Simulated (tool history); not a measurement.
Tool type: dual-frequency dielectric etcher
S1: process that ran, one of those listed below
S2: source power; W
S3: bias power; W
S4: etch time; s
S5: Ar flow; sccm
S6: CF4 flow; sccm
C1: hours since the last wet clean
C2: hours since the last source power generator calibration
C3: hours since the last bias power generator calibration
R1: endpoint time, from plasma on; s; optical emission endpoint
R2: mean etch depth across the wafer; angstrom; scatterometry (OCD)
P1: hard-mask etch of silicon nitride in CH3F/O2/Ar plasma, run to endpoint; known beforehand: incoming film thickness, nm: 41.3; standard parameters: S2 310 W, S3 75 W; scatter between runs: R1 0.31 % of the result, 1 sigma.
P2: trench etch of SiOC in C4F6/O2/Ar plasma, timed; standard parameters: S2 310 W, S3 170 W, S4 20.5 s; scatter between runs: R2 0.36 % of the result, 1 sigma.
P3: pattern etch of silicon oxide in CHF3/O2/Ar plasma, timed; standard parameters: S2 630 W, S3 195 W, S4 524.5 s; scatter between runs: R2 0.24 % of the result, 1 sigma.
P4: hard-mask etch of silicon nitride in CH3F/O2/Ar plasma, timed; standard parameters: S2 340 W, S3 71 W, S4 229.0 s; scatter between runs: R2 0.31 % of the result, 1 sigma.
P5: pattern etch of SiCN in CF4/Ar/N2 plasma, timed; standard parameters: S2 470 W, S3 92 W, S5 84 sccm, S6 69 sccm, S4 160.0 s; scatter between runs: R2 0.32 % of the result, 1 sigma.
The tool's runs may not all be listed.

{"run": 1, "hour": 8.9, "S1": "P1", "S2": 310, "S3": 75, "C1": 389.0, "C2": 675.9, "C3": 781.8, "R1": 64.693}
{"run": 2, "hour": 15.3, "S1": "P2", "S2": 410, "S3": 170, "S4": 20.5, "C1": 395.4, "C2": 682.3, "C3": 788.2, "R2": 416.51}
{"run": 3, "hour": 26.1, "S1": "P3", "S2": 510, "S3": 195, "S4": 524.5, "C1": 406.2, "C2": 693.1, "C3": 799.0, "R2": 9588.2}
{"run": 4, "hour": 36.5, "S1": "P5", "S2": 470, "S3": 92, "S4": 160.0, "S5": 84, "S6": 90, "C1": 416.6, "C2": 703.5, "C3": 809.4, "R2": 1619.9}
{"run": 5, "hour": 44.0, "S1": "P3", "S2": 630, "S3": 195, "S4": 524.5, "C1": 424.1, "C2": 711.0, "C3": 816.9, "R2": 10379.0}
{"run": 6, "hour": 51.6, "S1": "P1", "S2": 310, "S3": 75, "C1": 431.7, "C2": 718.6, "C3": 824.5, "R1": 64.617}
{"run": 7, "hour": 63.3, "S1": "P3", "S2": 630, "S3": 195, "S4": 524.5, "C1": 443.4, "C2": 730.3, "C3": 836.2, "R2": 10394.0}
{"run": 8, "hour": 70.3, "S1": "P4", "S2": 340, "S3": 71, "S4": 229.0, "C1": 450.4, "C2": 737.3, "C3": 843.2, "R2": 1480.1}
{"run": 9, "hour": 81.5, "S1": "P4", "S2": 340, "S3": 71, "S4": 135.5, "C1": 461.6, "C2": 748.5, "C3": 854.4, "R2": 880.78}
{"run": 10, "hour": 90.8, "S1": "P2", "S2": 310, "S3": 170, "S4": 15.0, "C1": 470.9, "C2": 757.8, "C3": 863.7, "R2": 274.16}
{"run": 11, "hour": 100.0, "S1": "P4", "S2": 220, "S3": 71, "S4": 229.0, "C1": 480.1, "C2": 767.0, "C3": 872.9, "R2": 1262.0}
{"run": 12, "hour": 109.7, "S1": "P2", "S2": 310, "S3": 100, "S4": 20.5, "C1": 489.8, "C2": 776.7, "C3": 882.6, "R2": 320.26}
{"run": 13, "hour": 120.2, "S1": "P2", "S2": 310, "S3": 170, "S4": 20.5, "C1": 500.3, "C2": 787.2, "C3": 893.1, "R2": 374.27}
{"run": 14, "hour": 125.9, "S1": "P1", "S2": 310, "S3": 75, "C1": 506.0, "C2": 792.9, "C3": 898.8, "R1": 64.78}
{"run": 15, "hour": 135.1, "S1": "P1", "S2": 390, "S3": 75, "C1": 515.2, "C2": 802.1, "C3": 908.0, "R1": 59.2}
{"run": 16, "hour": 144.9, "S1": "P1", "S2": 310, "S3": 75, "C1": 525.0, "C2": 811.9, "C3": 917.8, "R1": 64.722}
{"run": 17, "hour": 152.0, "S1": "P1", "S2": 310, "S3": 75, "C1": 532.1, "C2": 819.0, "C3": 924.9, "R1": 64.828}
{"run": 18, "hour": 164.3, "S1": "P5", "S2": 470, "S3": 92, "S4": 216.0, "S5": 84, "S6": 69, "C1": 544.4, "C2": 831.3, "C3": 937.2, "R2": 2114.2}
{"run": 19, "hour": 172.4, "S1": "P3", "S2": 630, "S3": 134, "S4": 524.5, "C1": 552.5, "C2": 839.4, "C3": 945.3, "R2": 9202.4}
{"run": 20, "hour": 182.4, "S1": "P1", "S2": 310, "S3": 75, "C1": 562.5, "C2": 849.4, "C3": 955.3, "R1": 64.414}
{"run": 21, "hour": 194.9, "S1": "P3", "S2": 630, "S3": 195, "S4": 347.0, "C1": 575.0, "C2": 861.9, "C3": 967.8, "R2": 6870.9}
{"run": 22, "hour": 203.4, "S1": "P5", "S2": 470, "S3": 92, "S4": 160.0, "S5": 56, "S6": 69, "C1": 583.5, "C2": 870.4, "C3": 976.3, "R2": 1654.2}
{"run": 23, "hour": 215.8, "S1": "P1", "S2": 200, "S3": 97, "C1": 595.9, "C2": 882.8, "C3": 988.7, "R1": 69.259}
{"run": 24, "hour": 225.9, "S1": "P1", "S2": 420, "S3": 48, "C1": 606.0, "C2": 892.9, "C3": 998.8, "R1": 66.741}
{"run": 25, "hour": 231.7, "S1": "P1", "S2": 250, "S3": 75, "C1": 611.8, "C2": 898.7, "C3": 1004.6, "R1": 70.079}
{"run": 26, "hour": 242.0, "S1": "P1", "S2": 310, "S3": 52, "C1": 622.1, "C2": 909.0, "C3": 1014.9, "R1": 73.468}
{"run": 27, "hour": 249.0, "S1": "P4", "S2": 340, "S3": 45, "S4": 229.0, "C1": 629.1, "C2": 916.0, "C3": 1021.9, "R2": 1278.2}
{"run": 28, "hour": 260.5, "S1": "P5", "S2": 290, "S3": 92, "S4": 160.0, "S5": 84, "S6": 69, "C1": 640.6, "C2": 927.5, "C3": 1033.4, "R2": 1030.1}
{"run": 29, "hour": 272.1, "S1": "P1", "S2": 310, "S3": 92, "C1": 652.2, "C2": 939.1, "C3": 1045.0, "R1": 60.104}
{"run": 30, "hour": 283.4, "S1": "P5", "S2": 470, "S3": 111, "S4": 160.0, "S5": 84, "S6": 69, "C1": 663.5, "C2": 950.4, "C3": 1056.3, "R2": 1674.7}
{"run": 31, "hour": 293.7, "S1": "P5", "S2": 470, "S3": 92, "S4": 160.0, "S5": 84, "S6": 69, "C1": 673.8, "C2": 960.7, "C3": 1066.6, "R2": 1569.8}
{"run": 32, "hour": 299.3, "S1": "P4", "S2": 340, "S3": 71, "S4": 229.0, "C1": 679.4, "C2": 966.3, "C3": 1072.2, "R2": 1483.3}
{"run": 33, "hour": 308.4, "S1": "P1", "S2": 310, "S3": 75, "C1": 688.5, "C2": 975.4, "C3": 1081.3, "R1": 64.708}
{"run": 34, "hour": 317.9, "S1": "P1", "S2": 310, "S3": 75, "C1": 698.0, "C2": 984.9, "C3": 1090.8, "R1": 64.935}
{"run": 35, "hour": 327.3, "S1": "P1", "S2": 310, "S3": 75, "C1": 707.4, "C2": 994.3, "C3": 1100.2, "R1": 65.331}
{"hour": 337.7, "done": "wet clean of the chamber"}
{"run": 36, "hour": 338.9, "S1": "P1", "S2": 310, "S3": 75, "C1": 1.2, "C2": 1005.9, "C3": 1111.8, "R1": 65.453}

Run 37 comes next. What will it give?
{"run": 37, "hour": 346.8, "S1": "P1", "S2": 310, "S3": 75, "C1": 9.1, "C2": 1013.8, "C3": 1119.7, "R1": "?"}

{"run 37": {"R1": 65.607}}
